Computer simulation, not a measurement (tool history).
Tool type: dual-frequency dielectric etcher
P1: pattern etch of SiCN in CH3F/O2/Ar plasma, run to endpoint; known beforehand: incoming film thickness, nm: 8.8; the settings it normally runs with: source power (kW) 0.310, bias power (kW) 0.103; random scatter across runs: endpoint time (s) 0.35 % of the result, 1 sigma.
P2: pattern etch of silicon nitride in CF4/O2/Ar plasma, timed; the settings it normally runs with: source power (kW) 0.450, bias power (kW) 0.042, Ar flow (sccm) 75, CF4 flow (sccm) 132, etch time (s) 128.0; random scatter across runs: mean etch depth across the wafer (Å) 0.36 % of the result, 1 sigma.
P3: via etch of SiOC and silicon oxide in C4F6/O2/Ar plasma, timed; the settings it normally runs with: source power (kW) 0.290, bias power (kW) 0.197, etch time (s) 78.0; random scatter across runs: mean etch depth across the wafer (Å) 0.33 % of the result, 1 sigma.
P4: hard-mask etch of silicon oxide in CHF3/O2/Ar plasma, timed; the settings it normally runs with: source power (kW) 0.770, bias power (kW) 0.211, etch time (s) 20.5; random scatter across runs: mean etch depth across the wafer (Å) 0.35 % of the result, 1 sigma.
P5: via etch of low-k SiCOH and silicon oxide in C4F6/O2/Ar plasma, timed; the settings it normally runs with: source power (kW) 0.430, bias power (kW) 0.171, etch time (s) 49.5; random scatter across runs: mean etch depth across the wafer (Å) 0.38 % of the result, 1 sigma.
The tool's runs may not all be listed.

| run | day | process that ran | source power (kW) | bias power (kW) | Ar flow (sccm) | CF4 flow (sccm) | etch time (s) | hours since the last wet clean | hours since the last source power generator calibration | hours since the last bias power generator calibration | endpoint time (s) | mean etch depth across the wafer (Å) |
|---|---|---|---|---|---|---|---|---|---|---|---|---|
| 1 | 0.129 | P1 | 0.310 | 0.103 |  |  |  | 317.1 | 1419.8 | 1994.8 | 22.359 |  |
| 2 | 0.300 | P2 | 0.450 | 0.042 | 105 | 132 | 128.0 | 321.2 | 1423.9 | 1998.9 |  | 2194.10 |
| 3 | 0.462 | P4 | 0.770 | 0.211 |  |  | 12.5 | 325.1 | 1427.8 | 2002.8 |  | 292.93 |
| 4 | 0.596 | P4 | 0.770 | 0.270 |  |  | 20.5 | 328.3 | 1431.0 | 2006.0 |  | 524.52 |
| 5 | 0.721 | P2 | 0.450 | 0.050 | 75 | 132 | 128.0 | 331.3 | 1434.0 | 2009.0 |  | 2419.10 |
| 6 | 0.842 | P1 | 0.230 | 0.103 |  |  |  | 334.2 | 1436.9 | 2011.9 | 25.111 |  |
| 7 | 1.004 | P2 | 0.450 | 0.042 | 75 | 176 | 128.0 | 338.1 | 1440.8 | 2015.8 |  | 2328.30 |
| 8 | 1.167 | P1 | 0.310 | 0.103 |  |  |  | 342.0 | 1444.7 | 2019.7 | 22.419 |  |
| 9 | 1.292 | P1 | 0.310 | 0.103 |  |  |  | 345.0 | 1447.7 | 2022.7 | 22.410 |  |
| 10 | 1.446 | P1 | 0.310 | 0.103 |  |  |  | 348.7 | 1451.4 | 2026.4 | 22.478 |  |
| 11 | 1.567 | P1 | 0.310 | 0.103 |  |  |  | 351.6 | 1454.3 | 2029.3 | 22.415 |  |
| 12 | 1.750 | P1 | 0.310 | 0.103 |  |  |  | 356.0 | 1458.7 | 2033.7 | 22.257 |  |
| 13 | 1.871 | P1 | 0.310 | 0.136 |  |  |  | 358.9 | 1461.6 | 2036.6 | 20.096 |  |
| 14 | 2.050 | P5 | 0.430 | 0.171 |  |  | 49.5 | 363.2 | 1465.9 | 2040.9 |  | 1177.90 |
| 15 | 2.133 | P4 | 0.770 | 0.211 |  |  | 20.5 | 365.2 | 1467.9 | 2042.9 |  | 473.95 |
| 16 | 2.288 | P3 | 0.290 | 0.197 |  |  | 78.0 | 368.9 | 1471.6 | 2046.6 |  | 765.86 |
| 17 | 2.371 | P1 | 0.370 | 0.103 |  |  |  | 370.9 | 1473.6 | 2048.6 | 21.112 |  |
| 18 | 2.483 | P3 | 0.290 | 0.272 |  |  | 78.0 | 373.6 | 1476.3 | 2051.3 |  | 851.48 |
| 19 | 2.646 | P5 | 0.430 | 0.171 |  |  | 49.5 | 377.5 | 1480.2 | 2055.2 |  | 1180.20 |
| 20 | 2.733 | P5 | 0.430 | 0.116 |  |  | 49.5 | 379.6 | 1482.3 | 2057.3 |  | 1046.10 |
| 21 | 2.817 | P2 | 0.370 | 0.042 | 75 | 132 | 128.0 | 381.6 | 1484.3 | 2059.3 |  | 1909.00 |
| 22 | 2.996 | P2 | 0.450 | 0.042 | 75 | 132 | 128.0 | 385.9 | 1488.6 | 2063.6 |  | 2281.70 |
| 23 | 3.158 | P1 | 0.310 | 0.103 |  |  |  | 389.8 | 1492.5 | 2067.5 | 22.495 |  |
| 24 | 3.288 | P4 | 0.770 | 0.211 |  |  | 20.5 | 392.9 | 1495.6 | 2070.6 |  | 478.63 |
| 25 | 3.442 | P3 | 0.290 | 0.197 |  |  | 78.0 | 396.6 | 1499.3 | 2074.3 |  | 768.22 |
| 26 | 3.583 | P2 | 0.450 | 0.042 | 75 | 132 | 169.0 | 400.0 | 1502.7 | 2077.7 |  | 2991.70 |
| 27 | 3.679 | P5 | 0.550 | 0.171 |  |  | 49.5 | 402.3 | 1505.0 | 2080.0 |  | 1302.90 |
| 28 | 3.829 | P1 | 0.310 | 0.072 |  |  |  | 405.9 | 1508.6 | 2083.6 | 25.737 |  |
| 29 | 3.975 | P1 | 0.400 | 0.085 |  |  |  | 409.4 | 1512.1 | 2087.1 | 21.877 |  |
| 30 | 4.075 | P4 | 0.600 | 0.211 |  |  | 20.5 | 411.8 | 1514.5 | 2089.5 |  | 438.97 |
| 31 | 4.200 | P2 | 0.450 | 0.042 | 75 | 132 | 128.0 | 414.8 | 1517.5 | 2092.5 |  | 2268.00 |
| 32 | 4.300 | P3 | 0.290 | 0.197 |  |  | 49.0 | 417.2 | 1519.9 | 2094.9 |  | 483.78 |
| 33 | 4.433 | P3 | 0.190 | 0.197 |  |  | 78.0 | 420.4 | 1523.1 | 2098.1 |  | 655.23 |
| 34 | 4.571 | P5 | 0.430 | 0.171 |  |  | 28.5 | 423.7 | 1526.4 | 2101.4 |  | 683.37 |
| 35 | 4.725 | P1 | 0.310 | 0.103 |  |  |  | 427.4 | 1530.1 | 2105.1 | 22.528 |  |
| 36 | 4.812 | P1 | 0.310 | 0.103 |  |  |  | 429.5 | 1532.2 | 2107.2 | 22.405 |  |
| 37 | 4.921 | P1 | 0.310 | 0.103 |  |  |  | 432.1 | 1534.8 | 2109.8 | 22.280 |  |
| 38 | 5.029 | P1 | 0.310 | 0.103 |  |  |  | 434.7 | 1537.4 | 2112.4 | 22.235 |  |
| 39 | 5.175 | P1 | 0.310 | 0.103 |  |  |  | 438.2 | 1540.9 | 2115.9 | 22.098 |  |
|  | 5.204 | wet clean of the chamber |
| 40 | 5.338 | P1 | 0.310 | 0.103 |  |  |  | 3.2 | 1544.8 | 2119.8 | 21.939 |  |
| 41 | 5.438 | P1 | 0.310 | 0.103 |  |  |  | 5.6 | 1547.2 | 2122.2 | 22.100 |  |
| 42 | 5.562 | P1 | 0.310 | 0.103 |  |  |  | 8.6 | 1550.2 | 2125.2 | 21.986 |  |

What P1 gives has crept away from where it was. These 2 causes fit the log equally well, each at the size given:
A: bias power that arrives over what is set, % = 4.69
B: source power that arrives over what is set, % = 4.95
At approximately day 4.725, the process output began to creep.
Ruled out, with reasons:
chamber walls in a state that raises the etch rate, %: work on it at day 5.204, done after the drift set in, did not restore what the process gave before

The check runs listed below each take one wafer, and their results are still question marks. Under which run would the listed causes lead to clearly different results?
| check 1 | 5.688 | P2 | 0.450 | 0.042 | 75 | 132 | 128.0 |  |  |  |  | ? |
| check 2 | 5.688 | P5 | 0.430 | 0.171 |  |  | 49.5 |  |  |  |  | ? |
| check 3 | 5.688 | P4 | 0.770 | 0.211 |  |  | 20.5 |  |  |  |  | ? |
| check 4 | 5.688 | P3 | 0.290 | 0.197 |  |  | 78.0 |  |  |  |  | ? |

Outcome of each check run for each possible cause:
| check | result | if A | if B |
|---|---|---|---|
| check 1 | mean etch depth across the wafer (Å) | 2302.20 | 2365.10 |
| check 2 | mean etch depth across the wafer (Å) | 1195.60 | 1201.10 |
| check 3 | mean etch depth across the wafer (Å) | 486.46 | 487.78 |
| check 4 | mean etch depth across the wafer (Å) | 780.13 | 782.53 |
How far apart the two closest causes lie, in the result that separates them most: check 1 2.7 %; check 2 0.46 %; check 3 0.27 %; check 4 0.31 %
Only check 1 tells the causes apart: in the others they would give nearly the same result.

Check 1 has now been run. It gave: mean etch depth across the wafer (Å) 2360.10. Which of the candidate causes is it?

It was cause B: source power that arrives over what is set, %.
